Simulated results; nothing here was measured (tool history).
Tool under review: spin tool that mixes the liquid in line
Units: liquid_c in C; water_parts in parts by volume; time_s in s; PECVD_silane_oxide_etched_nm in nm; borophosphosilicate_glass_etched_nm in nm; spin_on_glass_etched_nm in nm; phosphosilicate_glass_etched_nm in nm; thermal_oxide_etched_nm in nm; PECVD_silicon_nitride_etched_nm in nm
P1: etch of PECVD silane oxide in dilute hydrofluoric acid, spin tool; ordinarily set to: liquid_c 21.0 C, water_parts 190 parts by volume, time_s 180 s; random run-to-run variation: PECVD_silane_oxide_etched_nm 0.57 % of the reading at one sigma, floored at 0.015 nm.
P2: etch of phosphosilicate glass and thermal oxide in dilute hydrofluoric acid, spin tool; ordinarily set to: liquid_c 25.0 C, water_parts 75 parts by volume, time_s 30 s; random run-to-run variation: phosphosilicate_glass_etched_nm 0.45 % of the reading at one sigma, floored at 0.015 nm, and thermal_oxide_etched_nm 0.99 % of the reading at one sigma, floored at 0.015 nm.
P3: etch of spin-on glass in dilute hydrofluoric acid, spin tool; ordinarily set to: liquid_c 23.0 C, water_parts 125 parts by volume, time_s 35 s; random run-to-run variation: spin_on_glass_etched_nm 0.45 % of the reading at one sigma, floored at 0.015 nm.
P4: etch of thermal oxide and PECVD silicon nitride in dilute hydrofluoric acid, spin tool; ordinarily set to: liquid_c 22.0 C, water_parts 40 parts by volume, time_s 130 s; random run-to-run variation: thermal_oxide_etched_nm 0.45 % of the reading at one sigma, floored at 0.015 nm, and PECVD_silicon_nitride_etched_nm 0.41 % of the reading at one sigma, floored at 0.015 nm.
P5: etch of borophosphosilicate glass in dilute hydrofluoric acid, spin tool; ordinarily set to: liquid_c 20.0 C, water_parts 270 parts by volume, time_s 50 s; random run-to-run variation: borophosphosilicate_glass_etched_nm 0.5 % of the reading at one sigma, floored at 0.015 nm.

run   hour  process  liquid_c  water_parts  time_s  PECVD_silane_oxide_etched_nm  borophosphosilicate_glass_etched_nm  spin_on_glass_etched_nm  phosphosilicate_glass_etched_nm  thermal_oxide_etched_nm  PECVD_silicon_nitride_etched_nm
  1   11.2       P1      21.0          190     180                        24.769
  2   19.7       P5      20.0          270      50                                                             7.4421
  3   27.8       P1      21.0          190     180                        24.973
  4   34.2       P3      23.0          125      35                                                                                     11.3560
  5   39.1       P1      17.0          190     180                        20.888
  6   48.0       P1      27.0           50     180                       140.690
  7   55.3       P1      26.5          190     180                        30.200
  8   63.8       P1      21.0          190     180                        24.777
  9   71.6       P5      20.0          120      50                                                            19.5980
 10   76.6       P1      21.0          190     330                        45.377
 11   83.4       P3      23.0          195      35                                                                                      6.7247
 12   91.6       P1      21.0          190     180                        24.757
 13   99.6       P2      25.0           75      15                                                                                                                       35.463                   1.0838
 14  108.0       P4      22.0           40     260                                                                                                                                               29.7720                           30.073
 15  113.4       P3      23.0          125      20                                                                                      6.4201
 16  123.5       P5      20.0          270      15                                                             2.2619
 17  129.8       P4      22.0           20     130                                                                                                                                               30.8200                           29.239
 18  135.3       P1      21.0          190      85                        11.691
 19  142.9       P2      25.0           75      30                                                                                                                       71.429                   2.1298
 20  150.9       P1      21.0          190     180                        24.524
 21  156.4       P3      19.0          125      35                                                                                      9.6914
 22  165.3       P2      17.5           75      30                                                                                                                       52.079                   1.5628
 23  172.1       P5      17.0          270      50                                                             6.7038
 24  179.8       P1      21.0           55     180                        98.378
 25  188.7       P2      25.0          105      30                                                                                                                       48.646                   1.4888
 26  197.3       P1      21.0          265     180                        16.391
 27  204.1       P4      17.0           40     130                                                                                                                                               12.1030                           10.639
     205.6  -- thermometer replaced
 28  209.1       P1      21.0          190     180                        24.631
 29  219.3       P4      22.0           40     130                                                                                                                                               15.0120                           15.171
 30  229.3       P1      21.0          190     180                        24.618
 31  240.1       P1      21.0          190     180                        25.417
 32  246.2       P1      21.0          190     180                        25.731
 33  251.4       P1      21.0          190     180                        25.702
 34  258.7       P1      21.0          190     180                        26.066
 35  268.5       P1      21.0          190     180                        26.026
 36  276.6       P1      21.0          190     180                        26.347
 37  283.6       P1      21.0          190     180                        26.329
 38  293.6       P1      21.0          190     180                        26.454
 39  299.2       P1      21.0          190     180                        26.290
 40  309.8       P1      21.0          190     180                        26.260
 41  316.5       P1      21.0          190     180                        26.385

Something has made what P1 gives creep away from where it was; the 2 causes below, each at its own stated size, fit the log equally well:
A: hydrofluoric acid flow above the setpoint (%) = 6.02
B: liquid hotter than its thermometer reads (K) = 1.83
The process output started creeping at around hour 229.3.

Each of the 4 check runs below uses one wafer; its results are left as question marks. Which run tells the causes apart?
check 1  323.2       P2      25.0           75      30                                                                                                                            ?                        ?
check 2  323.2       P5      20.0          270      50                                                                  ?
check 3  323.2       P3      23.0          125      35                                                                                           ?
check 4  323.2       P4      22.0           40     130                                                                                                                                                     ?                                ?

How each check would come out, cause by cause:
  check                               result     if A     if B
check 1      phosphosilicate_glass_etched_nm   75.357   76.007
check 1              thermal_oxide_etched_nm   2.3000   2.3199
check 2  borophosphosilicate_glass_etched_nm   8.0273   7.9838
check 3              spin_on_glass_etched_nm  12.0940  12.1490
check 4              thermal_oxide_etched_nm  15.9210  16.1650
check 4      PECVD_silicon_nitride_etched_nm   15.965   17.094
Per check, the gap between the least separated pair of causes, taken in the result that splits them most: check 1 0.86 %; check 2 0.54 %; check 3 0.45 %; check 4 6.83 %
The other checks would show nearly matching results whichever cause is true, so check 4 is the only one that separates the causes.

Check 4 was carried out, with these results: thermal_oxide_etched_nm 16.0720 nm; PECVD_silicon_nitride_etched_nm 15.924 nm. Which of the listed causes is responsible?

It is A: hydrofluoric acid flow above the setpoint (%).
